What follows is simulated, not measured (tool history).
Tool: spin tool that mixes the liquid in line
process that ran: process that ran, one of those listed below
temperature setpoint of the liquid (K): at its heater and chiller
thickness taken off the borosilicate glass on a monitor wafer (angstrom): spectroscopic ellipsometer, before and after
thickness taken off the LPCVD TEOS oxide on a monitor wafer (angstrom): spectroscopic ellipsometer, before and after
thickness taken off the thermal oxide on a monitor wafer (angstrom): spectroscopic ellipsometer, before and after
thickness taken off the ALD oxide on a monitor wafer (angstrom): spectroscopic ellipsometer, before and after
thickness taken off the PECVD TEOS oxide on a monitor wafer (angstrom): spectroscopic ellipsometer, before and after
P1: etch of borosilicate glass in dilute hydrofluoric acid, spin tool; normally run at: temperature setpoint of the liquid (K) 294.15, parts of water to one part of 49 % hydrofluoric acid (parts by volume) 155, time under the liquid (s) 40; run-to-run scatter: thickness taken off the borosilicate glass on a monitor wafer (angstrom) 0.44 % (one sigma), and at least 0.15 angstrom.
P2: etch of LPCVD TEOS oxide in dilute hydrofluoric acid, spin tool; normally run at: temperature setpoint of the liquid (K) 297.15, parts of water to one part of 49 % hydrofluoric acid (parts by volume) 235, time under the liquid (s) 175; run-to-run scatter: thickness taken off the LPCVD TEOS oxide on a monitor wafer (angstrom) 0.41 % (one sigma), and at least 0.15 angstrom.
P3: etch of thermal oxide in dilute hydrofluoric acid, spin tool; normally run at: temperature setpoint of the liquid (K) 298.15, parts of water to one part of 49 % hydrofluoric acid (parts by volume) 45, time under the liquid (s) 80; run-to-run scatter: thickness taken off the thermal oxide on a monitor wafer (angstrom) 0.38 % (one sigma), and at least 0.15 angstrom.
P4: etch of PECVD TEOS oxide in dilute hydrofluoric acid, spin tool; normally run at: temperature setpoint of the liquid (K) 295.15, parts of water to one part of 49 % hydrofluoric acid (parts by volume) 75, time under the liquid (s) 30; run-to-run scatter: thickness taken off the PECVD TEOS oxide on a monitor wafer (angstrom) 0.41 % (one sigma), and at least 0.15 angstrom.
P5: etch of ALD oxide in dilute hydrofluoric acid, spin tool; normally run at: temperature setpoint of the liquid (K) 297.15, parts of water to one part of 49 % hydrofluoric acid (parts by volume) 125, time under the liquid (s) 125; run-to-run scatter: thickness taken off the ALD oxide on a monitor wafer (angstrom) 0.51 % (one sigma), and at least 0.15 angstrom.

run   hour  process that ran  temperature setpoint of the liquid (K)  parts of water to one part of 49 % hydrofluoric acid (parts by volume)  time under the liquid (s)  hours since the thermometer was replaced  hours since the hydrofluoric acid flow meter was replaced  thickness taken off the borosilicate glass on a monitor wafer (angstrom)  thickness taken off the LPCVD TEOS oxide on a monitor wafer (angstrom)  thickness taken off the thermal oxide on a monitor wafer (angstrom)  thickness taken off the ALD oxide on a monitor wafer (angstrom)  thickness taken off the PECVD TEOS oxide on a monitor wafer (angstrom)
  1    4.0                P1                                  294.15                                                                     155                         40                                     439.0                                                     1014.7                                                                    87.686
  2    8.0                P1                                  294.15                                                                      45                         40                                     443.0                                                     1018.7                                                                   343.760
  3   11.4                P1                                  294.15                                                                     155                         15                                     446.4                                                     1022.1                                                                    32.731
  4   13.6                P1                                  294.15                                                                     155                         40                                     448.6                                                     1024.3                                                                    88.239
  5   16.2                P1                                  294.15                                                                     155                         40                                     451.2                                                     1026.9                                                                    88.236
  6   19.1                P2                                  297.15                                                                     235                        175                                     454.1                                                     1029.8                                                                                                                                            208.84
  7   22.8                P1                                  294.15                                                                     155                         80                                     457.8                                                     1033.5                                                                   175.840
  8   26.2                P3                                  298.15                                                                      80                         80                                     461.2                                                     1036.9                                                                                                                                                                                                                 52.026
  9   30.6                P5                                  297.15                                                                     125                        125                                     465.6                                                     1041.3                                                                                                                                                                                                                                                                                  91.331
 10   34.8                P5                                  297.15                                                                      50                        125                                     469.8                                                     1045.5                                                                                                                                                                                                                                                                                 254.110
 11   38.7                P1                                  290.15                                                                     155                         40                                     473.7                                                     1049.4                                                                    74.922
 12   42.0                P3                                  298.15                                                                      45                         40                                     477.0                                                     1052.7                                                                                                                                                                                                                 49.246
 13   46.3                P2                                  297.15                                                                     385                        175                                     481.3                                                     1057.0                                                                                                                                            110.57
 14   49.3                P1                                  301.65                                                                     155                         15                                     484.3                                                     1060.0                                                                    43.946
 15   52.4                P4                                  295.15                                                                     125                         30                                     487.4                                                     1063.1                                                                                                                                                                                                                                                                                                                                                          54.731
 16   55.1                P3                                  306.15                                                                      45                         80                                     490.1                                                     1065.8                                                                                                                                                                                                                133.930
 17   58.9                P5                                  305.15                                                                     125                        125                                     493.9                                                     1069.6                                                                                                                                                                                                                                                                                 123.760
 18   61.1                P2                                  297.15                                                                     235                        305                                     496.1                                                     1071.8                                                                                                                                            365.12
 19   64.6                P2                                  303.15                                                                     235                        175                                     499.6                                                     1075.3                                                                                                                                            257.87
 20   68.2                P5                                  297.15                                                                     125                        195                                     503.2                                                     1078.9                                                                                                                                                                                                                                                                                 143.770
 21   71.4                P1                                  294.15                                                                     220                         40                                     506.4                                                     1082.1                                                                    58.353
 22   74.8                P1                                  299.15                                                                     100                         40                                     509.8                                                     1085.5                                                                   176.810
 23   78.9                P2                                  297.15                                                                     235                        175                                     513.9                                                     1089.6                                                                                                                                            208.45
 24   82.1                P3                                  298.15                                                                      45                         80                                     517.1                                                     1092.8                                                                                                                                                                                                                 98.279
 25   85.2                P1                                  302.15                                                                     155                         40                                     520.2                                                     1095.9                                                                   118.860
 26   89.6                P1                                  294.15                                                                     155                         40                                     524.6                                                     1100.3                                                                    87.338
 27   91.7                P4                                  302.65                                                                      75                         30                                     526.7                                                     1102.4                                                                                                                                                                                                                                                                                                                                                         130.710
 28   95.4                P5                                  297.15                                                                     125                        125                                     530.4                                                     1106.1                                                                                                                                                                                                                                                                                  91.761
 29  100.2                P4                                  295.15                                                                      75                         60                                     535.2                                                     1110.9                                                                                                                                                                                                                                                                                                                                                         193.480
 30  104.4                P4                                  295.15                                                                      75                         30                                     539.4                                                     1115.1                                                                                                                                                                                                                                                                                                                                                          96.801
 31  107.3                P1                                  294.15                                                                     155                         40                                     542.3                                                     1118.0                                                                    87.594
 32  111.4                P1                                  294.15                                                                     155                         40                                     546.4                                                     1122.1                                                                    92.145
 33  113.7                P1                                  294.15                                                                     155                         40                                     548.7                                                     1124.4                                                                    93.924
 34  117.3                P1                                  294.15                                                                     155                         40                                     552.3                                                     1128.0                                                                    94.659
 35  121.6                P1                                  294.15                                                                     155                         40                                     556.6                                                     1132.3                                                                    95.922
 36  124.7                P1                                  294.15                                                                     155                         40                                     559.7                                                     1135.4                                                                    96.184
 37  127.2                P1                                  294.15                                                                     155                         40                                     562.2                                                     1137.9                                                                    96.662
 38  130.4                P1                                  294.15                                                                     155                         40                                     565.4                                                     1141.1                                                                    97.196

What P1 gives has crept away from where it was. These 2 causes fit the log equally well, each at the size given:
A: liquid hotter than its thermometer reads (K) = 2.43
B: hydrofluoric acid flow above the setpoint (%) = 8.47
The creep began at about hour 107.3.

4 check runs are offered, one wafer each, their results left as question marks. Which one tells the causes apart?
check 1  133.6                P3                                  305.15                                                                      45                         80                                                                                                                                                                                                                                                                                                                           ?
check 2  133.6                P2                                  301.15                                                                     385                        175                                                                                                                                                                                                                                                      ?
check 3  133.6                P4                                  301.15                                                                     125                         30                                                                                                                                                                                                                                                                                                                                                                                                                                                                    ?
check 4  133.6                P5                                  304.15                                                                      50                        125                                                                                                                                                                                                                                                                                                                                                                                            ?

What each check would give under each cause:
  check                                                                  result     if A     if B
check 1     thickness taken off the thermal oxide on a monitor wafer (angstrom)  141.350  140.440
check 2  thickness taken off the LPCVD TEOS oxide on a monitor wafer (angstrom)   135.19   140.16
check 3  thickness taken off the PECVD TEOS oxide on a monitor wafer (angstrom)   75.605   75.922
check 4         thickness taken off the ALD oxide on a monitor wafer (angstrom)  366.050  363.740
How far apart the two closest causes lie, in the result that separates them most: check 1 0.65 %; check 2 3.61 %; check 3 0.42 %; check 4 0.63 %
Check 2 tells the causes apart: in the others they would give nearly the same result.

Check 2 was then run and gave: thickness taken off the LPCVD TEOS oxide on a monitor wafer (angstrom) 134.27. Which cause is it?

It is A: liquid hotter than its thermometer reads (K).
